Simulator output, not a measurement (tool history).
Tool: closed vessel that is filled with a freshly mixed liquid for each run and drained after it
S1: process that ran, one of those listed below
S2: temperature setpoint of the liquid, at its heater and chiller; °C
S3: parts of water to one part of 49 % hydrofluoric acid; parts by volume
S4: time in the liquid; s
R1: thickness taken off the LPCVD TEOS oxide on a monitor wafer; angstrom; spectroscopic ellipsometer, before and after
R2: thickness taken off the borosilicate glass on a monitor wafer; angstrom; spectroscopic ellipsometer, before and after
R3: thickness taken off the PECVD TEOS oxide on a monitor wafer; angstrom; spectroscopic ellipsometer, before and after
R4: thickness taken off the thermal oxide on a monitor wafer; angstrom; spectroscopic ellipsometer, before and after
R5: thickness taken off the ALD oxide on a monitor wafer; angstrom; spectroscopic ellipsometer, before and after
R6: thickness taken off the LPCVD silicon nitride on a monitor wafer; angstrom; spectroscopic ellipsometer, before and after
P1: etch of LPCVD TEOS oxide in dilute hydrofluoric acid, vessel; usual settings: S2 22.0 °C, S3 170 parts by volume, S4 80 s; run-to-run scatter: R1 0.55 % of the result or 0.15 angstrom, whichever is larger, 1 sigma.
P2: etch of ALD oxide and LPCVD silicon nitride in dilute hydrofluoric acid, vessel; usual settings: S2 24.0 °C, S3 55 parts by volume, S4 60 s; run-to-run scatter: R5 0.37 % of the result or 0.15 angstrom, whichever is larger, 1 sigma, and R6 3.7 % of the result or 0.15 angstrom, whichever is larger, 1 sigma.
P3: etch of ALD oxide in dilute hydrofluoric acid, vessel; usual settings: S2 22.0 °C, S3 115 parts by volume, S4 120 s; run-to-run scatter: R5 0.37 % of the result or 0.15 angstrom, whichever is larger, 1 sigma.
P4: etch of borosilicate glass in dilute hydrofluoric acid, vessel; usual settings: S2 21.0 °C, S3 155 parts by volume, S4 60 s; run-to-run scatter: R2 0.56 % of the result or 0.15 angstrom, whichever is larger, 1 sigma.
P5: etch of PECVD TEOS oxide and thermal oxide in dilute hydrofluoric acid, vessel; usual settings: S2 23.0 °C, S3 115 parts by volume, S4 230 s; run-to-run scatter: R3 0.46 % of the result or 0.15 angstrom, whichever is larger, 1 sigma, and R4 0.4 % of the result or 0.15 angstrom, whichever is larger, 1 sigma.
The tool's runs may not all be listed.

run	hour	S1	S2	S3	S4	R1	R2	R3	R4	R5	R6
1	7.3	P1	22.0	170	80	116.790					
2	19.5	P1	22.0	285	80	61.992					
3	30.8	P1	22.0	170	80	116.780					
4	40.6	P4	21.0	155	60		152.18				
5	51.7	P5	23.0	210	230			147.67	42.212		
6	59.7	P4	21.0	95	60		264.25				
7	66.8	P2	31.0	55	60					350.730	8.7381
8	76.5	P1	22.0	65	80	346.560					
9	89.1	P1	22.0	170	80	116.540					
10	96.1	P1	17.0	170	80	96.904					
11	108.0	P1	26.0	170	80	135.490					
12	117.1	P1	22.0	170	80	118.730					
13	128.8	P1	22.0	170	80	116.380					
14	135.2	P4	27.5	155	60		195.50				
15	142.7	P3	22.0	115	120					313.170	
16	148.8	P2	24.0	55	115					514.220	10.8670
# hour 153.6: hydrofluoric acid flow meter replaced
17	160.8	P5	23.0	115	230			300.82	84.872		
18	169.7	P1	22.0	170	30	43.820					
19	180.8	P2	24.0	25	60					615.730	12.1300
20	193.4	P1	22.0	170	80	115.980					
21	200.4	P1	22.0	170	140	205.990					
22	209.0	P2	24.0	55	60					268.630	6.0448
23	221.3	P5	23.0	115	440			571.12	163.930		
24	232.6	P5	17.0	115	230			231.45	67.576		
25	239.6	P3	22.0	160	120					213.010	
26	250.9	P3	22.0	115	30					78.104	
27	260.4	P4	21.0	155	100		254.59				
28	267.1	P1	22.0	40	30	218.770					
29	272.5	P3	26.0	115	120					365.260	
30	278.6	P1	22.0	170	80	117.240					
31	286.8	P1	22.0	170	80	122.290					
32	294.8	P1	22.0	170	80	123.710					
33	305.0	P1	22.0	170	80	125.680					
34	315.2	P1	22.0	170	80	126.330					
35	324.2	P1	22.0	170	80	126.380					
36	332.1	P1	22.0	170	80	128.110					

What P1 gives has crept away from where it was. These 2 causes fit the log equally well, each at the size given:
A: liquid hotter than its thermometer reads (K) = 2.17
B: hydrofluoric acid flow above the setpoint (%) = 7.25
The creep began at about hour 278.6.

4 check runs are offered, each on 5 wafers whose results are averaged, their results left as question marks. Which one tells the causes apart?
check 1	340.0	P3	26.0	115	35					?	
check 2	340.0	P5	23.0	190	230			?	?		
check 3	340.0	P2	24.0	55	85					?	?
check 4	340.0	P4	21.0	155	85		?				

What each check would give under each cause:
check	result	if A	if B
check 1	R5	115.310	114.990
check 2	R3	180.09	180.64
check 2	R4	51.690	51.849
check 3	R5	415.070	409.610
check 3	R6	9.3383	8.6533
check 4	R2	235.37	234.63
How far apart the two closest causes lie, in the result that separates them most: check 1 0.28 %; check 2 0.31 %; check 3 7.62 %; check 4 0.31 %
Only check 3 tells the causes apart: in the others they would give nearly the same result.

Check 3 was then run and gave: R5 414.980 angstrom; R6 9.3260 angstrom. Which cause is it?

It is A: liquid hotter than its thermometer reads (K).
